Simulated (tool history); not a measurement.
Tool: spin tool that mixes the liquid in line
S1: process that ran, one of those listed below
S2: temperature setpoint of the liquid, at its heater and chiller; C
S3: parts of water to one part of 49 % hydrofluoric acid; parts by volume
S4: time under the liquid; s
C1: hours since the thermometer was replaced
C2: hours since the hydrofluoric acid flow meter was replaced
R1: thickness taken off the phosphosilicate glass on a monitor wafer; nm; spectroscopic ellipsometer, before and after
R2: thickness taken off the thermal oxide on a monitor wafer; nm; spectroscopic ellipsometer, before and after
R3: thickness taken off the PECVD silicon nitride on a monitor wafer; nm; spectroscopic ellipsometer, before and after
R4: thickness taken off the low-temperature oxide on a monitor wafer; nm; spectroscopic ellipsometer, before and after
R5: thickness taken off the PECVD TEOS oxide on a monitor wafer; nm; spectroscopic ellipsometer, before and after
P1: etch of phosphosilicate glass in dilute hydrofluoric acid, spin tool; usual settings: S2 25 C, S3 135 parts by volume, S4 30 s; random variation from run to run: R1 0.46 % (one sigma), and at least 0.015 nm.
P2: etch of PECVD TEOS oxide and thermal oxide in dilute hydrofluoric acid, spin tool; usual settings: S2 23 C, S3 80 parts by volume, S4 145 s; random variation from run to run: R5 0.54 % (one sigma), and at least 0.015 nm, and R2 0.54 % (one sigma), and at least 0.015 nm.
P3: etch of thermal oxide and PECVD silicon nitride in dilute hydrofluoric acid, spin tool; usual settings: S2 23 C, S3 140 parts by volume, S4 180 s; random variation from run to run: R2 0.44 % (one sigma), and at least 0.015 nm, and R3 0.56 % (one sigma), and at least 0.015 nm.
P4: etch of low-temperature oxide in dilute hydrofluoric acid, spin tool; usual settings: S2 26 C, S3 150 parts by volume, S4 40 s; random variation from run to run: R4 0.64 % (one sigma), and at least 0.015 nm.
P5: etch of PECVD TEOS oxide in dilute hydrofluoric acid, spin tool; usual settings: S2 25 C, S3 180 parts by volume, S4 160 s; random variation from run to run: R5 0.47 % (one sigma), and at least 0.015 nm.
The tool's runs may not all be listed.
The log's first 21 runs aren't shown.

{"run": 22, "hour": 207.0, "S1": "P3", "S2": 23, "S3": 140, "S4": 180, "C1": 442.9, "C2": 662.6, "R2": 5.6771, "R3": 6.8686}
{"run": 23, "hour": 217.0, "S1": "P5", "S2": 25, "S3": 305, "S4": 160, "C1": 452.9, "C2": 672.6, "R5": 7.8327}
{"run": 24, "hour": 230.0, "S1": "P3", "S2": 23, "S3": 140, "S4": 30, "C1": 465.9, "C2": 685.6, "R2": 0.96358, "R3": 1.1621}
{"run": 25, "hour": 237.9, "S1": "P1", "S2": 25, "S3": 25, "S4": 30, "C1": 473.8, "C2": 693.5, "R1": 269.96}
{"run": 26, "hour": 247.6, "S1": "P2", "S2": 23, "S3": 80, "S4": 15, "C1": 483.5, "C2": 703.2, "R2": 0.83196, "R5": 1.8647}
{"run": 27, "hour": 259.4, "S1": "P1", "S2": 25, "S3": 135, "S4": 50, "C1": 495.3, "C2": 715, "R1": 71.938}
{"run": 28, "hour": 269.8, "S1": "P5", "S2": 31, "S3": 180, "S4": 160, "C1": 505.7, "C2": 725.4, "R5": 18.548}
{"run": 29, "hour": 280.7, "S1": "P1", "S2": 25, "S3": 135, "S4": 30, "C1": 516.6, "C2": 736.3, "R1": 43.196}
{"run": 30, "hour": 286.5, "S1": "P5", "S2": 25, "S3": 180, "S4": 15, "C1": 522.4, "C2": 742.1, "R5": 1.4191}
{"run": 31, "hour": 297.7, "S1": "P3", "S2": 29.5, "S3": 140, "S4": 180, "C1": 533.6, "C2": 753.3, "R2": 7.2127, "R3": 10.361}
{"run": 32, "hour": 308.0, "S1": "P1", "S2": 25, "S3": 210, "S4": 30, "C1": 543.9, "C2": 763.6, "R1": 25.468}
{"run": 33, "hour": 320.6, "S1": "P1", "S2": 25, "S3": 135, "S4": 30, "C1": 556.5, "C2": 776.2, "R1": 43.691}

Run 34 comes next. What will it give?
{"run": 34, "hour": 329.6, "S1": "P1", "S2": 25, "S3": 135, "S4": 30, "C1": 565.5, "C2": 785.2, "R1": "?"}

{"run 34": {"R1": 42.33}}
